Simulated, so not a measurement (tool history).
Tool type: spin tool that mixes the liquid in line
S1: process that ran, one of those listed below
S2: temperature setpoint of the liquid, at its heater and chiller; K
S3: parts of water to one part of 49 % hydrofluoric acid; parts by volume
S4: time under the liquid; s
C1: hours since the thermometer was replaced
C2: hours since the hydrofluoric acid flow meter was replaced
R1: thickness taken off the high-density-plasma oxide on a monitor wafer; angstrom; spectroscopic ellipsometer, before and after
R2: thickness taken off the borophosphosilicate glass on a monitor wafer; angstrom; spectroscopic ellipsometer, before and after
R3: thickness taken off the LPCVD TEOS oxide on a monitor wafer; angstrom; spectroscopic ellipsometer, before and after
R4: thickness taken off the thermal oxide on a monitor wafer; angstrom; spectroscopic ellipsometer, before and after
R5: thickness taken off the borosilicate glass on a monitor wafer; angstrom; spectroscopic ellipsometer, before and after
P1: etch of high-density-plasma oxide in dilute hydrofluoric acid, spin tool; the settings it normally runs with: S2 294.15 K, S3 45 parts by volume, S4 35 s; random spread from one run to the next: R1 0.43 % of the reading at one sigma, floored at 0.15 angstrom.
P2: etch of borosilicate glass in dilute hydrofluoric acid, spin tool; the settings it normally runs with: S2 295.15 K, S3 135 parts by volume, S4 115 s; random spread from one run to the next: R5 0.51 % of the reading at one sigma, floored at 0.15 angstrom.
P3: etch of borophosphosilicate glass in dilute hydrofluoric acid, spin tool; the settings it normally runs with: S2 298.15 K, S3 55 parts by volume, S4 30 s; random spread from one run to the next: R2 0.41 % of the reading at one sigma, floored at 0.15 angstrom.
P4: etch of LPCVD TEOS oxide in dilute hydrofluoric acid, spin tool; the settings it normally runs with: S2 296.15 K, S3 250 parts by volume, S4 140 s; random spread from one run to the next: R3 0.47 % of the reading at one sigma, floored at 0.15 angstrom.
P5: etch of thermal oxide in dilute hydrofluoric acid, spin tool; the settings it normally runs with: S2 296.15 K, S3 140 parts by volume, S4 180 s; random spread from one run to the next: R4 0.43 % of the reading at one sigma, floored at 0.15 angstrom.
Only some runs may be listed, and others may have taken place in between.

| run | hour | S1 | S2 | S3 | S4 | C1 | C2 | R1 | R2 | R3 | R4 | R5 |
|---|---|---|---|---|---|---|---|---|---|---|---|---|
| 1 | 9 | P1 | 294.15 | 45 | 35 | 638.8 | 89.6 | 48.614 |  |  |  |  |
| 2 | 27.8 | P3 | 298.15 | 25 | 30 | 657.6 | 108.4 |  | 1066.4 |  |  |  |
| 3 | 41.2 | P4 | 296.15 | 250 | 275 | 671 | 121.8 |  |  | 238.63 |  |  |
| 4 | 49.7 | P3 | 298.15 | 55 | 30 | 679.5 | 130.3 |  | 463.14 |  |  |  |
| 5 | 60.5 | P4 | 296.15 | 250 | 140 | 690.3 | 141.1 |  |  | 121.95 |  |  |
| 6 | 68.9 | P5 | 296.15 | 140 | 180 | 698.7 | 149.5 |  |  |  | 55.028 |  |
| 7 | 85.8 | P5 | 296.15 | 50 | 180 | 715.6 | 166.4 |  |  |  | 171.75 |  |
| 8 | 100.6 | P2 | 295.15 | 20 | 115 | 730.4 | 181.2 |  |  |  |  | 2247.6 |
| 9 | 111.3 | P1 | 300.65 | 45 | 35 | 741.1 | 191.9 | 63.487 |  |  |  |  |
| 10 | 129.9 | P5 | 296.15 | 140 | 180 | 759.7 | 210.5 |  |  |  | 55.528 |  |
| 11 | 141.3 | P4 | 290.15 | 250 | 140 | 771.1 | 221.9 |  |  | 97.231 |  |  |
| 12 | 156.9 | P5 | 296.15 | 140 | 325 | 786.7 | 237.5 |  |  |  | 99.958 |  |
| 13 | 175.1 | P1 | 294.15 | 75 | 35 | 804.9 | 255.7 | 28.255 |  |  |  |  |
| 14 | 192.3 | P5 | 291.15 | 140 | 180 | 822.1 | 272.9 |  |  |  | 44.897 |  |
| 15 | 204.7 | P3 | 298.15 | 55 | 15 | 834.5 | 285.3 |  | 231.82 |  |  |  |
| 16 | 216.3 | P2 | 295.15 | 135 | 15 | 846.1 | 296.9 |  |  |  |  | 37.68 |
| 17 | 227.4 | P1 | 294.15 | 45 | 35 | 857.2 | 308 | 48.615 |  |  |  |  |
| 18 | 245 | P2 | 291.15 | 135 | 115 | 874.8 | 325.6 |  |  |  |  | 243.86 |
| 19 | 257.2 | P1 | 294.15 | 20 | 35 | 887 | 337.8 | 113.25 |  |  |  |  |
| 20 | 271.9 | P1 | 294.15 | 45 | 15 | 901.7 | 352.5 | 20.936 |  |  |  |  |
| 21 | 289.9 | P1 | 294.15 | 45 | 35 | 919.7 | 370.5 | 48.399 |  |  |  |  |
| 22 | 300.7 | P4 | 296.15 | 360 | 140 | 930.5 | 381.3 |  |  | 76.127 |  |  |
| 23 | 319 | P2 | 295.15 | 135 | 115 | 948.8 | 399.6 |  |  |  |  | 287.74 |
| 24 | 328.2 | P1 | 294.15 | 45 | 35 | 958 | 408.8 | 48.201 |  |  |  |  |
| 25 | 337.4 | P1 | 290.15 | 45 | 35 | 967.2 | 418 | 40.847 |  |  |  |  |
| 26 | 354.7 | P3 | 298.15 | 55 | 30 | 984.5 | 435.3 |  | 460.01 |  |  |  |
|  | 360.1 | thermometer replaced |
| 27 | 373.5 | P3 | 292.15 | 55 | 30 | 13.4 | 454.1 |  | 359.36 |  |  |  |
| 28 | 388.9 | P1 | 294.15 | 45 | 55 | 28.8 | 469.5 | 76.142 |  |  |  |  |
| 29 | 406.9 | P1 | 294.15 | 65 | 15 | 46.8 | 487.5 | 14.177 |  |  |  |  |
| 30 | 415.9 | P1 | 294.15 | 45 | 35 | 55.8 | 496.5 | 48.363 |  |  |  |  |
| 31 | 431 | P1 | 294.15 | 45 | 35 | 70.9 | 511.6 | 46.92 |  |  |  |  |
| 32 | 448 | P1 | 294.15 | 45 | 35 | 87.9 | 528.6 | 45.663 |  |  |  |  |
| 33 | 456.5 | P1 | 294.15 | 45 | 35 | 96.4 | 537.1 | 44.742 |  |  |  |  |
| 34 | 470.1 | P1 | 294.15 | 45 | 35 | 110 | 550.7 | 44.441 |  |  |  |  |
| 35 | 487.2 | P1 | 294.15 | 45 | 35 | 127.1 | 567.8 | 43.94 |  |  |  |  |
| 36 | 503.6 | P1 | 294.15 | 45 | 35 | 143.5 | 584.2 | 44.021 |  |  |  |  |
| 37 | 512.2 | P1 | 294.15 | 45 | 35 | 152.1 | 592.8 | 43.794 |  |  |  |  |
| 38 | 524 | P1 | 294.15 | 45 | 35 | 163.9 | 604.6 | 43.882 |  |  |  |  |
| 39 | 538 | P1 | 294.15 | 45 | 35 | 177.9 | 618.6 | 43.964 |  |  |  |  |

P1 no longer gives what it gave before; its output has crept away from where it was. The following 2 causes, each at its listed size, fit the log equally well:
A: liquid colder than its thermometer reads (K) = 2.44
B: hydrofluoric acid flow below the setpoint (%) = 9.34
Onset of the creep was near hour 415.9.

The check runs listed below each take one wafer, and their results are still question marks. Under which run would the listed causes lead to clearly different results?
| check 1 | 552 | P2 | 295.15 | 35 | 60 |  |  |  |  |  |  | ? |
| check 2 | 552 | P4 | 296.15 | 250 | 265 |  |  |  |  | ? |  |  |
| check 3 | 552 | P5 | 291.65 | 95 | 180 |  |  |  |  |  | ? |  |
| check 4 | 552 | P3 | 292.65 | 55 | 30 |  |  |  | ? |  |  |  |

Outcome of each check run for each possible cause:
| check | result | if A | if B |
|---|---|---|---|
| check 1 | R5 | 588.47 | 589.29 |
| check 2 | R3 | 210.88 | 203.87 |
| check 3 | R4 | 64.144 | 63.783 |
| check 4 | R2 | 331.04 | 331.01 |
Per-check spread between the two closest causes, in the result where they differ most: check 1 0.14 %; check 2 3.38 %; check 3 0.56 %; check 4 0.01 %
Check 2 distinguishes between the causes, while the remaining checks would return nearly the same result for all of them.

Check 2 was carried out, with these results: R3 203.56 angstrom. Which of the listed causes is responsible?

B is the cause: hydrofluoric acid flow below the setpoint (%).

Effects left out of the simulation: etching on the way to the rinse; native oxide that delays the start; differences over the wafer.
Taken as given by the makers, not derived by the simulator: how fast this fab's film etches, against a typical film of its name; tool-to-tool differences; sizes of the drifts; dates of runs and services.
